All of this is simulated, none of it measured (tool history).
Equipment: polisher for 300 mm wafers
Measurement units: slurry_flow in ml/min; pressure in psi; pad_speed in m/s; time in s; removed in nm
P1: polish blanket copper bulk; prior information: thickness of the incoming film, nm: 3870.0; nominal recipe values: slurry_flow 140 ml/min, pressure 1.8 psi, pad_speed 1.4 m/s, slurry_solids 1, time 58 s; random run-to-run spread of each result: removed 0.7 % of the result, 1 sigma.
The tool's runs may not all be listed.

run 1 day=0.212 | slurry_flow=140 pressure=1.8 pad_speed=1.4 slurry_solids=1 time=58 | removed=411.24
run 2 day=0.429 | slurry_flow=140 pressure=1.8 pad_speed=1.98 slurry_solids=1 time=42 | removed=422.89
run 3 day=0.667 | slurry_flow=140 pressure=1.8 pad_speed=1.96 slurry_solids=1 time=58 | removed=581.87
run 4 day=0.925 | slurry_flow=215 pressure=1.8 pad_speed=1.4 slurry_solids=1 time=58 | removed=442.12
run 5 day=1.096 | slurry_flow=140 pressure=1.8 pad_speed=1.06 slurry_solids=1 time=58 | removed=315.53
run 6 day=1.333 | slurry_flow=140 pressure=1.3 pad_speed=1.4 slurry_solids=1 time=58 | removed=296.93
run 7 day=1.488 | slurry_flow=140 pressure=1.8 pad_speed=1.4 slurry_solids=1 time=29 | removed=203.96
run 8 day=1.792 | slurry_flow=140 pressure=1.8 pad_speed=1.4 slurry_solids=1 time=84 | removed=604.92
run 9 day=1.988 | slurry_flow=85 pressure=1.8 pad_speed=1.4 slurry_solids=1 time=58 | removed=371.17
run 10 day=2.158 | slurry_flow=140 pressure=1.8 pad_speed=1.4 slurry_solids=1 time=58 | removed=415.69
run 11 day=2.417 | slurry_flow=140 pressure=1.8 pad_speed=1.4 slurry_solids=1.2 time=58 | removed=432.01
run 12 day=2.617 | slurry_flow=140 pressure=1.8 pad_speed=1.4 slurry_solids=1 time=58 | removed=412.9
run 13 day=2.862 | slurry_flow=140 pressure=2.7 pad_speed=1.4 slurry_solids=1 time=58 | removed=612.19
run 14 day=3.046 | slurry_flow=140 pressure=1.8 pad_speed=1.4 slurry_solids=1 time=58 | removed=412.69
run 15 day=3.396 | slurry_flow=140 pressure=1.8 pad_speed=1.4 slurry_solids=0.65 time=58 | removed=377.85
run 16 day=3.721 | slurry_flow=140 pressure=1.8 pad_speed=1.4 slurry_solids=1 time=58 | removed=415.92

For run 17, what comes out?
run 17 day=4.042 | slurry_flow=140 pressure=1.8 pad_speed=1.4 slurry_solids=1 time=58 | removed=?

removed: 407.43 nm
